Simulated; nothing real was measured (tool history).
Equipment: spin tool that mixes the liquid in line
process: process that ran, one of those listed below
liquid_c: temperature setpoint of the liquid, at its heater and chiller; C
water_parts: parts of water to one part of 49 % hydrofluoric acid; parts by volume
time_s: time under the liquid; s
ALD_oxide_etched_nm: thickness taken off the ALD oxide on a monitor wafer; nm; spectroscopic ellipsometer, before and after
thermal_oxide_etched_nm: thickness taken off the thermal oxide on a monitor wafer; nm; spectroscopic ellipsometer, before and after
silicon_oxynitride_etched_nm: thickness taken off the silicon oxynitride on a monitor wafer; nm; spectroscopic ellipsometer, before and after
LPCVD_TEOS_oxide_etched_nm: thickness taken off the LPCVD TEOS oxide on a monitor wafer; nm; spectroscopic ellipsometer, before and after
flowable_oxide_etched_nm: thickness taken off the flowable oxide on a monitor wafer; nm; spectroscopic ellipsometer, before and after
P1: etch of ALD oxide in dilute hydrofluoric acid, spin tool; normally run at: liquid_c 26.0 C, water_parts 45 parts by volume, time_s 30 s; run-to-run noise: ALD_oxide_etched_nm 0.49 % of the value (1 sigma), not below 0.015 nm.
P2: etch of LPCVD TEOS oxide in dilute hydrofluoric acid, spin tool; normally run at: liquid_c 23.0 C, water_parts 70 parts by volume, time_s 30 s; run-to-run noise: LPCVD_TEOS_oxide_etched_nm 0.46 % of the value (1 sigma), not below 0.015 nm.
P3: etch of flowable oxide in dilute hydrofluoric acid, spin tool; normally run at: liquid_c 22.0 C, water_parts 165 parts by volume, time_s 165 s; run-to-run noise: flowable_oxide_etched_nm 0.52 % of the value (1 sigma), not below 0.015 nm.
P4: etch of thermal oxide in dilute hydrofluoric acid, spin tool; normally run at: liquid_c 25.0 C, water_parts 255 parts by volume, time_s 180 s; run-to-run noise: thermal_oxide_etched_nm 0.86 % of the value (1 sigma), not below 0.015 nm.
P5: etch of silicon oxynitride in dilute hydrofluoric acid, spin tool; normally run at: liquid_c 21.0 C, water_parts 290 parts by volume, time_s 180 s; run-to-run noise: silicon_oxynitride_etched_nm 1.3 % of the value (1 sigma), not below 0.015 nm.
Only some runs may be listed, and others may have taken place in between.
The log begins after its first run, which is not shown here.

{"run": 2, "day": 1.088, "process": "P1", "liquid_c": 32.5, "water_parts": 45, "time_s": 30, "ALD_oxide_etched_nm": 28.704}
{"run": 3, "day": 1.479, "process": "P4", "liquid_c": 25.0, "water_parts": 255, "time_s": 180, "thermal_oxide_etched_nm": 2.9091}
{"run": 4, "day": 2.104, "process": "P1", "liquid_c": 26.0, "water_parts": 45, "time_s": 30, "ALD_oxide_etched_nm": 22.307}
{"run": 5, "day": 2.492, "process": "P1", "liquid_c": 26.0, "water_parts": 70, "time_s": 30, "ALD_oxide_etched_nm": 13.74}
{"run": 6, "day": 3.108, "process": "P5", "liquid_c": 21.0, "water_parts": 465, "time_s": 180, "silicon_oxynitride_etched_nm": 1.0432}
{"run": 7, "day": 3.462, "process": "P2", "liquid_c": 23.0, "water_parts": 25, "time_s": 30, "LPCVD_TEOS_oxide_etched_nm": 71.084}
{"run": 8, "day": 3.938, "process": "P5", "liquid_c": 21.0, "water_parts": 290, "time_s": 355, "silicon_oxynitride_etched_nm": 3.6611}
{"run": 9, "day": 4.5, "process": "P1", "liquid_c": 26.0, "water_parts": 45, "time_s": 45, "ALD_oxide_etched_nm": 33.464}
{"run": 10, "day": 5.129, "process": "P1", "liquid_c": 20.5, "water_parts": 20, "time_s": 30, "ALD_oxide_etched_nm": 41.202}
{"run": 11, "day": 5.621, "process": "P2", "liquid_c": 23.0, "water_parts": 70, "time_s": 50, "LPCVD_TEOS_oxide_etched_nm": 39.849}
{"run": 12, "day": 6.017, "process": "P2", "liquid_c": 23.0, "water_parts": 70, "time_s": 30, "LPCVD_TEOS_oxide_etched_nm": 24.025}
{"run": 13, "day": 6.417, "process": "P3", "liquid_c": 28.0, "water_parts": 165, "time_s": 165, "flowable_oxide_etched_nm": 30.826}
{"run": 14, "day": 6.725, "process": "P1", "liquid_c": 19.5, "water_parts": 45, "time_s": 30, "ALD_oxide_etched_nm": 16.879}
{"run": 15, "day": 7.338, "process": "P3", "liquid_c": 22.0, "water_parts": 50, "time_s": 165, "flowable_oxide_etched_nm": 91.967}
{"run": 16, "day": 7.867, "process": "P2", "liquid_c": 23.0, "water_parts": 70, "time_s": 30, "LPCVD_TEOS_oxide_etched_nm": 23.749}
{"run": 17, "day": 8.517, "process": "P3", "liquid_c": 22.0, "water_parts": 165, "time_s": 20, "flowable_oxide_etched_nm": 2.9866}
{"run": 18, "day": 8.817, "process": "P4", "liquid_c": 32.5, "water_parts": 255, "time_s": 180, "thermal_oxide_etched_nm": 3.7396}
{"run": 19, "day": 9.225, "process": "P4", "liquid_c": 25.0, "water_parts": 255, "time_s": 35, "thermal_oxide_etched_nm": 0.57992}
{"run": 20, "day": 9.629, "process": "P1", "liquid_c": 26.0, "water_parts": 20, "time_s": 30, "ALD_oxide_etched_nm": 51.786}
{"run": 21, "day": 10.317, "process": "P5", "liquid_c": 21.0, "water_parts": 290, "time_s": 180, "silicon_oxynitride_etched_nm": 1.872}
{"run": 22, "day": 10.967, "process": "P2", "liquid_c": 27.5, "water_parts": 70, "time_s": 30, "LPCVD_TEOS_oxide_etched_nm": 28.561}
{"run": 23, "day": 11.521, "process": "P1", "liquid_c": 29.5, "water_parts": 20, "time_s": 30, "ALD_oxide_etched_nm": 59.698}
{"run": 24, "day": 12.112, "process": "P1", "liquid_c": 26.0, "water_parts": 45, "time_s": 15, "ALD_oxide_etched_nm": 11.068}

For run 25, what comes out?
{"run": 25, "day": 12.746, "process": "P1", "liquid_c": 26.0, "water_parts": 45, "time_s": 30, "ALD_oxide_etched_nm": "?"}

ALD_oxide_etched_nm: 22.313 nm
